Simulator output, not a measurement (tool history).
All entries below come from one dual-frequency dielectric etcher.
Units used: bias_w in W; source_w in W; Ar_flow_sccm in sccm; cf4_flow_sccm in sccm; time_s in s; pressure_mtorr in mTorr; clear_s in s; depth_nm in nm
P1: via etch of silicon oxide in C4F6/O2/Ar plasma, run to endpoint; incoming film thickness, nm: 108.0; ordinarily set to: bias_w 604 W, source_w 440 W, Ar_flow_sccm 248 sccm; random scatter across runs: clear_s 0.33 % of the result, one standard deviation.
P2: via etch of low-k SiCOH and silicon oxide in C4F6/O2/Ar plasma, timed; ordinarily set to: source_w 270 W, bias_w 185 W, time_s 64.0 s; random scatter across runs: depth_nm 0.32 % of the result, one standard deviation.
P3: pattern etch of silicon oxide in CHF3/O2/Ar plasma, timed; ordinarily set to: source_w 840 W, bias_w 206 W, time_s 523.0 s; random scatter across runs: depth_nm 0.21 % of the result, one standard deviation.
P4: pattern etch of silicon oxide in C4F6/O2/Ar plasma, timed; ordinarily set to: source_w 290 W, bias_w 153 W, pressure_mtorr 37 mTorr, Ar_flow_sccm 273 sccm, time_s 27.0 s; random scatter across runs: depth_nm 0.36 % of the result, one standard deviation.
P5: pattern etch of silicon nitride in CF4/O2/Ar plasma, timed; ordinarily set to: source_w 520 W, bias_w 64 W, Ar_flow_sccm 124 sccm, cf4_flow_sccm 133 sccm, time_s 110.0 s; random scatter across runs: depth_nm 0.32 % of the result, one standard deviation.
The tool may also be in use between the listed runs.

run,hour,process,bias_w,source_w,Ar_flow_sccm,cf4_flow_sccm,time_s,pressure_mtorr,hours since the last wet clean,hours since the last bias power generator calibration,hours since the last source power generator calibration,hours since the last Ar flow controller change,clear_s,depth_nm
1,4.9,P1,604,440,248,,,,109.1,1436.1,956.1,4389.1,21.132,
2,8.0,P1,746,440,206,,,,112.2,1439.2,959.2,4392.2,19.044,
3,13.6,P1,604,540,289,,,,117.8,1444.8,964.8,4397.8,20.029,
4,17.7,P5,64,520,124,133,143.5,,121.9,1448.9,968.9,4401.9,,314.780
5,21.4,P5,64,520,124,174,110.0,,125.6,1452.6,972.6,4405.6,,248.510
6,24.1,P1,604,440,188,,,,128.3,1455.3,975.3,4408.3,20.522,
7,26.5,P1,604,440,248,,,,130.7,1457.7,977.7,4410.7,21.037,
8,29.9,P5,64,520,124,133,110.0,,134.1,1461.1,981.1,4414.1,,242.380
# hour 31.1: source power generator calibrated
9,32.9,P5,64,680,124,133,110.0,,137.1,1464.1,1.9,4417.1,,305.410
10,36.2,P4,153,290,273,,27.0,37,140.4,1467.4,5.2,4420.4,,70.647
11,40.5,P2,185,360,,,64.0,,144.7,1471.7,9.5,4424.7,,174.650
12,44.4,P2,232,270,,,64.0,,148.6,1475.6,13.4,4428.6,,169.660
13,46.9,P3,284,840,,,523.0,,151.1,1478.1,15.9,4431.1,,1379.200
14,50.6,P4,153,290,273,,27.0,37,154.8,1481.8,19.6,4434.8,,70.234
15,53.4,P4,153,290,368,,27.0,37,157.6,1484.6,22.4,4437.6,,68.241
16,57.7,P1,604,440,298,,,,161.9,1488.9,26.7,4441.9,21.646,
17,62.9,P5,64,520,93,133,110.0,,167.1,1494.1,31.9,4447.1,,248.680
18,66.6,P1,604,440,248,,,,170.8,1497.8,35.6,4450.8,21.243,
19,70.2,P3,206,1120,,,523.0,,174.4,1501.4,39.2,4454.4,,1373.200
20,73.7,P4,197,290,273,,27.0,37,177.9,1504.9,42.7,4457.9,,76.421
21,78.5,P2,185,270,,,64.0,,182.7,1509.7,47.5,4462.7,,156.420
22,82.2,P1,856,440,248,,,,186.4,1513.4,51.2,4466.4,18.319,
23,86.3,P1,604,440,248,,,,190.5,1517.5,55.3,4470.5,21.142,
24,89.3,P4,153,290,273,,15.0,37,193.5,1520.5,58.3,4473.5,,39.117
25,93.6,P1,604,440,248,,,,197.8,1524.8,62.6,4477.8,21.152,
26,96.5,P3,206,840,,,523.0,,200.7,1527.7,65.5,4480.7,,1230.800
27,101.1,P3,206,840,,,523.0,,205.3,1532.3,70.1,4485.3,,1230.700
28,106.1,P5,50,520,124,133,110.0,,210.3,1537.3,75.1,4490.3,,219.670
29,111.0,P2,185,270,,,64.0,,215.2,1542.2,80.0,4495.2,,157.270
30,114.9,P1,604,300,248,,,,219.1,1546.1,83.9,4499.1,24.379,
31,118.2,P1,378,440,248,,,,222.4,1549.4,87.2,4502.4,25.151,
32,121.2,P4,153,290,273,,27.0,44,225.4,1552.4,90.2,4505.4,,69.034
33,123.7,P2,185,270,,,48.0,,227.9,1554.9,92.7,4507.9,,117.880
34,129.2,P4,153,220,273,,27.0,37,233.4,1560.4,98.2,4513.4,,63.108

Estimate the outcome of run 35 from the log above:
35,133.7,P1,604,440,248,,,,237.9,1564.9,102.7,4517.9,?,

clear_s: 21.215 s

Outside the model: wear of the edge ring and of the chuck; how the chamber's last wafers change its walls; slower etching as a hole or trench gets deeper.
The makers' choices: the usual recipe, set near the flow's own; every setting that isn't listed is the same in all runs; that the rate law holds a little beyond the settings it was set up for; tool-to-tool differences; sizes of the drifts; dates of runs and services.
